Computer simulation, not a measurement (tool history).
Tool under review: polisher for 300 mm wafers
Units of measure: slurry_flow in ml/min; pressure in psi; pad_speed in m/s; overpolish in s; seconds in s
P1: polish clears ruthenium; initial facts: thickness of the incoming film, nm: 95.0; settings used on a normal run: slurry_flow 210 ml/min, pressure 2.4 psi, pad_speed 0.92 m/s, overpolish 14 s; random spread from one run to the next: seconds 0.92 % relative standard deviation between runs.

run	hour	slurry_flow	pressure	pad_speed	overpolish	seconds
1	4.1	210	2.4	0.92	14	64.185
2	10.1	210	2.4	0.92	4	63.831
3	17	210	3.4	0.92	14	46.213
4	21.7	210	2.4	0.92	14	63.41
5	29.2	210	2.4	0.42	14	140.66
6	36.9	125	2.4	0.92	14	69.725
7	45.5	125	1.3	0.92	14	129.36
# hour 53.6: slurry nozzle cleaned
8	53.9	210	2.4	0.92	25	64.704
9	59.7	210	2.4	0.92	14	64.11
10	65.7	275	2.4	0.92	14	61.081
11	70.2	210	2.4	0.92	14	64.622
12	77.2	210	2.4	1.18	14	51.177
13	83.7	210	1.1	0.92	14	137.96
14	89.2	320	2.4	1.36	14	40.908
15	94.6	210	2.4	0.92	14	64.22
16	100.2	270	2.4	0.92	9	63.261
17	104.8	210	2.4	0.92	14	63.732
18	114	210	2.4	0.92	14	66.601
19	121.1	210	2.4	0.92	14	67.177
20	125.4	210	2.4	0.92	14	67.116

Run 21 is up next; what results do you expect?
# hour 127.8: head pressure recalibrated
21	130.9	210	2.4	0.92	14	?

seconds: 67.347 s
